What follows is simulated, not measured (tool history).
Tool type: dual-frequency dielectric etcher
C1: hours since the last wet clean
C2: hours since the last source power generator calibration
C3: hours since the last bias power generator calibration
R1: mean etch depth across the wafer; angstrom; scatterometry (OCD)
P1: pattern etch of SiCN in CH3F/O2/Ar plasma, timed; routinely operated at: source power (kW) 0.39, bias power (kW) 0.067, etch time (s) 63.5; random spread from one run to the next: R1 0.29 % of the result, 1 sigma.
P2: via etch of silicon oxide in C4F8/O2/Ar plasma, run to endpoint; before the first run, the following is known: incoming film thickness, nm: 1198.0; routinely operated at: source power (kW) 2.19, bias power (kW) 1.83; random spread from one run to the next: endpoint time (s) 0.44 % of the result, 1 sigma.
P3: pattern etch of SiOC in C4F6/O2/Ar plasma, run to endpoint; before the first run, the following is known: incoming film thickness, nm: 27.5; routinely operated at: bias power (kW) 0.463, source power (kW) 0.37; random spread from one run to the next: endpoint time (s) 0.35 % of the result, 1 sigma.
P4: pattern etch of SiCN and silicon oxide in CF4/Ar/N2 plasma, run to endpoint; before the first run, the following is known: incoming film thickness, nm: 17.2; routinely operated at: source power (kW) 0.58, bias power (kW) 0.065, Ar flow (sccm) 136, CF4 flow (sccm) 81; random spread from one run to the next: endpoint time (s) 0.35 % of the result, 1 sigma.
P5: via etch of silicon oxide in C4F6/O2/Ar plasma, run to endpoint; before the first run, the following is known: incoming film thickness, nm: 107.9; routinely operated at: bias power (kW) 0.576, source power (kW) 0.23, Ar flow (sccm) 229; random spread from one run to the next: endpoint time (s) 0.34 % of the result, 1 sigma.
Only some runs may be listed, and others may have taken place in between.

run 1 hour=3 | process_that_ran=P1 source_power_(kW)=0.39 bias_power_(kW)=0.067 etch_time_(s)=63.5 | C1=501.7 C2=1362 C3=764.3 | R1=239.92
run 2 hour=6.8 | process_that_ran=P2 source_power_(kW)=2.19 bias_power_(kW)=1.83 | C1=505.5 C2=1365.8 C3=768.1 | endpoint_time_(s)=235.05
run 3 hour=10.1 | process_that_ran=P1 source_power_(kW)=0.39 bias_power_(kW)=0.067 etch_time_(s)=63.5 | C1=508.8 C2=1369.1 C3=771.4 | R1=240.38
run 4 hour=12.7 | process_that_ran=P5 source_power_(kW)=0.23 bias_power_(kW)=0.4 Ar_flow_(sccm)=229 | C1=511.4 C2=1371.7 C3=774 | endpoint_time_(s)=31.294
run 5 hour=17.8 | process_that_ran=P1 source_power_(kW)=0.28 bias_power_(kW)=0.055 etch_time_(s)=63.5 | C1=516.5 C2=1376.8 C3=779.1 | R1=196.93
run 6 hour=20.7 | process_that_ran=P3 source_power_(kW)=0.37 bias_power_(kW)=0.463 | C1=519.4 C2=1379.7 C3=782 | endpoint_time_(s)=10.148
run 7 hour=23.6 | process_that_ran=P1 source_power_(kW)=0.39 bias_power_(kW)=0.094 etch_time_(s)=63.5 | C1=522.3 C2=1382.6 C3=784.9 | R1=271.54
run 8 hour=27.6 | process_that_ran=P3 source_power_(kW)=0.22 bias_power_(kW)=0.463 | C1=526.3 C2=1386.6 C3=788.9 | endpoint_time_(s)=12.177
run 9 hour=30.8 | process_that_ran=P4 source_power_(kW)=0.58 bias_power_(kW)=0.065 Ar_flow_(sccm)=136 CF4_flow_(sccm)=97 | C1=529.5 C2=1389.8 C3=792.1 | endpoint_time_(s)=16.62
run 10 hour=34.1 | process_that_ran=P1 source_power_(kW)=0.22 bias_power_(kW)=0.067 etch_time_(s)=63.5 | C1=532.8 C2=1393.1 C3=795.4 | R1=193.12
run 11 hour=37.2 | process_that_ran=P2 source_power_(kW)=2.19 bias_power_(kW)=1.83 | C1=535.9 C2=1396.2 C3=798.5 | endpoint_time_(s)=235.83
run 12 hour=41.9 | process_that_ran=P4 source_power_(kW)=0.58 bias_power_(kW)=0.065 Ar_flow_(sccm)=136 CF4_flow_(sccm)=81 | C1=540.6 C2=1400.9 C3=803.2 | endpoint_time_(s)=16.973
run 13 hour=45.8 | process_that_ran=P4 source_power_(kW)=0.58 bias_power_(kW)=0.047 Ar_flow_(sccm)=136 CF4_flow_(sccm)=81 | C1=544.5 C2=1404.8 C3=807.1 | endpoint_time_(s)=18.886
run 14 hour=48.4 | process_that_ran=P4 source_power_(kW)=0.58 bias_power_(kW)=0.065 Ar_flow_(sccm)=174 CF4_flow_(sccm)=81 | C1=547.1 C2=1407.4 C3=809.7 | endpoint_time_(s)=17.749
run 15 hour=51.7 | process_that_ran=P1 source_power_(kW)=0.39 bias_power_(kW)=0.067 etch_time_(s)=38.5 | C1=550.4 C2=1410.7 C3=813 | R1=145.62
run 16 hour=56 | process_that_ran=P1 source_power_(kW)=0.39 bias_power_(kW)=0.048 etch_time_(s)=63.5 | C1=554.7 C2=1415 C3=817.3 | R1=214.83
run 17 hour=60.4 | process_that_ran=P5 source_power_(kW)=0.32 bias_power_(kW)=0.576 Ar_flow_(sccm)=229 | C1=559.1 C2=1419.4 C3=821.7 | endpoint_time_(s)=24.194
run 18 hour=64.9 | process_that_ran=P2 source_power_(kW)=1.46 bias_power_(kW)=1.83 | C1=563.6 C2=1423.9 C3=826.2 | endpoint_time_(s)=277.44
run 19 hour=69.7 | process_that_ran=P1 source_power_(kW)=0.39 bias_power_(kW)=0.067 etch_time_(s)=63.5 | C1=568.4 C2=1428.7 C3=831 | R1=241.77
run 20 hour=73 | process_that_ran=P3 source_power_(kW)=0.37 bias_power_(kW)=0.463 | C1=571.7 C2=1432 C3=834.3 | endpoint_time_(s)=10.045
run 21 hour=76.2 | process_that_ran=P4 source_power_(kW)=0.58 bias_power_(kW)=0.065 Ar_flow_(sccm)=136 CF4_flow_(sccm)=81 | C1=574.9 C2=1435.2 C3=837.5 | endpoint_time_(s)=17.037
run 22 hour=79.9 | process_that_ran=P1 source_power_(kW)=0.39 bias_power_(kW)=0.067 etch_time_(s)=63.5 | C1=578.6 C2=1438.9 C3=841.2 | R1=240.46
run 23 hour=84.8 | process_that_ran=P1 source_power_(kW)=0.39 bias_power_(kW)=0.067 etch_time_(s)=63.5 | C1=583.5 C2=1443.8 C3=846.1 | R1=240.65
run 24 hour=88.5 | process_that_ran=P2 source_power_(kW)=2.19 bias_power_(kW)=2.459 | C1=587.2 C2=1447.5 C3=849.8 | endpoint_time_(s)=213.39
run 25 hour=90.7 | process_that_ran=P3 source_power_(kW)=0.37 bias_power_(kW)=0.602 | C1=589.4 C2=1449.7 C3=852 | endpoint_time_(s)=9.1722
run 26 hour=94 | process_that_ran=P1 source_power_(kW)=0.48 bias_power_(kW)=0.053 etch_time_(s)=63.5 | C1=592.7 C2=1453 C3=855.3 | R1=240.06
run 27 hour=99 | process_that_ran=P5 source_power_(kW)=0.23 bias_power_(kW)=0.576 Ar_flow_(sccm)=229 | C1=597.7 C2=1458 C3=860.3 | endpoint_time_(s)=27.459
run 28 hour=102.7 | process_that_ran=P5 source_power_(kW)=0.23 bias_power_(kW)=0.576 Ar_flow_(sccm)=286 | C1=601.4 C2=1461.7 C3=864 | endpoint_time_(s)=27.977
run 29 hour=107.4 | process_that_ran=P5 source_power_(kW)=0.23 bias_power_(kW)=0.576 Ar_flow_(sccm)=229 | C1=606.1 C2=1466.4 C3=868.7 | endpoint_time_(s)=27.37
run 30 hour=110.8 | process_that_ran=P1 source_power_(kW)=0.39 bias_power_(kW)=0.067 etch_time_(s)=90.5 | C1=609.5 C2=1469.8 C3=872.1 | R1=342.52
run 31 hour=113.2 | process_that_ran=P1 source_power_(kW)=0.49 bias_power_(kW)=0.067 etch_time_(s)=63.5 | C1=611.9 C2=1472.2 C3=874.5 | R1=262.98
run 32 hour=116.2 | process_that_ran=P4 source_power_(kW)=0.36 bias_power_(kW)=0.065 Ar_flow_(sccm)=136 CF4_flow_(sccm)=81 | C1=614.9 C2=1475.2 C3=877.5 | endpoint_time_(s)=25.794
run 33 hour=118.5 | process_that_ran=P1 source_power_(kW)=0.39 bias_power_(kW)=0.067 etch_time_(s)=63.5 | C1=617.2 C2=1477.5 C3=879.8 | R1=240.61
run 34 hour=120.7 | process_that_ran=P1 source_power_(kW)=0.39 bias_power_(kW)=0.067 etch_time_(s)=63.5 | C1=619.4 C2=1479.7 C3=882 | R1=239.05
run 35 hour=125.3 | process_that_ran=P1 source_power_(kW)=0.39 bias_power_(kW)=0.067 etch_time_(s)=63.5 | C1=624 C2=1484.3 C3=886.6 | R1=238.51
run 36 hour=130.2 | process_that_ran=P1 source_power_(kW)=0.39 bias_power_(kW)=0.067 etch_time_(s)=63.5 | C1=628.9 C2=1489.2 C3=891.5 | R1=237.55
-- hour=130.4 wet clean of the chamber
run 37 hour=132.5 | process_that_ran=P1 source_power_(kW)=0.39 bias_power_(kW)=0.067 etch_time_(s)=63.5 | C1=2.1 C2=1491.5 C3=893.8 | R1=236.3
run 38 hour=135.4 | process_that_ran=P1 source_power_(kW)=0.39 bias_power_(kW)=0.067 etch_time_(s)=63.5 | C1=5 C2=1494.4 C3=896.7 | R1=237.79
run 39 hour=137.6 | process_that_ran=P1 source_power_(kW)=0.39 bias_power_(kW)=0.067 etch_time_(s)=63.5 | C1=7.2 C2=1496.6 C3=898.9 | R1=236.56

Predict the results of run 40:
run 40 hour=142.3 | process_that_ran=P1 source_power_(kW)=0.39 bias_power_(kW)=0.067 etch_time_(s)=63.5 | C1=11.9 C2=1501.3 C3=903.6 | R1=?

{"run 40": {"R1": 237.41}}
